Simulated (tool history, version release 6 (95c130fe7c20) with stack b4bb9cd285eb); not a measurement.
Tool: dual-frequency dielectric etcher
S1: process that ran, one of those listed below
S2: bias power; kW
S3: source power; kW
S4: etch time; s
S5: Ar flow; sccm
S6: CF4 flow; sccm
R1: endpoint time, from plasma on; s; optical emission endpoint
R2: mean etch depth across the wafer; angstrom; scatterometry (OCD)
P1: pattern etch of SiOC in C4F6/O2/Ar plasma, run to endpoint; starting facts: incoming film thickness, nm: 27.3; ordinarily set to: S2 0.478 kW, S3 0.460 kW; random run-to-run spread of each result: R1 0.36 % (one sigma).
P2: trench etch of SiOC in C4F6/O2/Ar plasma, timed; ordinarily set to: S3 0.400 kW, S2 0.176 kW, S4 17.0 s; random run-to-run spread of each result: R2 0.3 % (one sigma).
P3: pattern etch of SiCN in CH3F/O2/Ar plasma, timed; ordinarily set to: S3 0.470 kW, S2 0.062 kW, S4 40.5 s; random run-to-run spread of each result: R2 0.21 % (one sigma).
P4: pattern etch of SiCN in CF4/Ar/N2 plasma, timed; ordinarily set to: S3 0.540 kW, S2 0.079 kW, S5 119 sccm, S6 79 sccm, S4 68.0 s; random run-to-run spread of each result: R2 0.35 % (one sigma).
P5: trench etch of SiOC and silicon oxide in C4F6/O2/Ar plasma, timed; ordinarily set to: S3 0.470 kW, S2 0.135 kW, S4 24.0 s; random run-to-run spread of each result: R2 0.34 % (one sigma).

run	hour	S1	S2	S3	S4	S5	S6	R1	R2
1	2.2	P1	0.478	0.460				8.8894	
2	7.0	P1	0.624	0.570				7.4010	
3	9.2	P3	0.062	0.610	40.5				166.11
4	11.4	P1	0.478	0.460				8.8747	
5	15.5	P4	0.110	0.540	68.0	119	79		762.64
6	18.9	P1	0.478	0.590				8.0896	
7	21.7	P1	0.582	0.460				8.1797	
8	25.8	P2	0.176	0.400	17.0				356.80
9	28.5	P4	0.079	0.540	68.0	119	79		680.94
10	30.9	P1	0.638	0.620				7.1501	
11	35.4	P2	0.176	0.400	13.0				270.22
12	38.6	P4	0.079	0.540	68.0	119	62		652.00
13	41.8	P1	0.351	0.460				9.8834	
14	44.5	P5	0.162	0.470	24.0				474.81
15	47.3	P1	0.478	0.460				8.9217	
16	51.2	P2	0.176	0.510	17.0				391.15
17	54.1	P2	0.176	0.400	17.0				354.33
18	58.7	P4	0.079	0.540	37.5	119	79		371.93
19	62.4	P5	0.135	0.470	33.5				629.55
20	66.5	P1	0.478	0.370				9.6330	
21	70.5	P4	0.079	0.540	68.0	119	79		673.47
22	73.3	P5	0.135	0.290	24.0				375.18
23	76.6	P1	0.478	0.460				8.8612	
24	80.4	P1	0.478	0.460				8.8881	
25	83.7	P4	0.079	0.540	68.0	144	79		658.15
26	88.0	P1	0.478	0.460				8.9450	
27	91.7	P3	0.062	0.470	60.5				224.45
28	95.2	P4	0.079	0.310	68.0	119	79		416.20
29	99.1	P3	0.079	0.470	40.5				163.48
30	101.9	P1	0.478	0.460				8.9355	
31	104.3	P5	0.135	0.470	24.0				453.06
32	109.0	P3	0.062	0.470	40.5				149.76
33	113.1	P2	0.141	0.400	17.0				333.87
34	115.7	P1	0.478	0.460				8.8854	
35	117.8	P1	0.478	0.460				8.9098	
36	121.3	P1	0.478	0.460				8.9913	
37	124.2	P1	0.478	0.460				8.9809	
38	126.5	P1	0.478	0.460				9.0313	

What will run 39 give?
39	129.6	P1	0.478	0.460				?	

{"run 39": {"R1": 9.0093}}
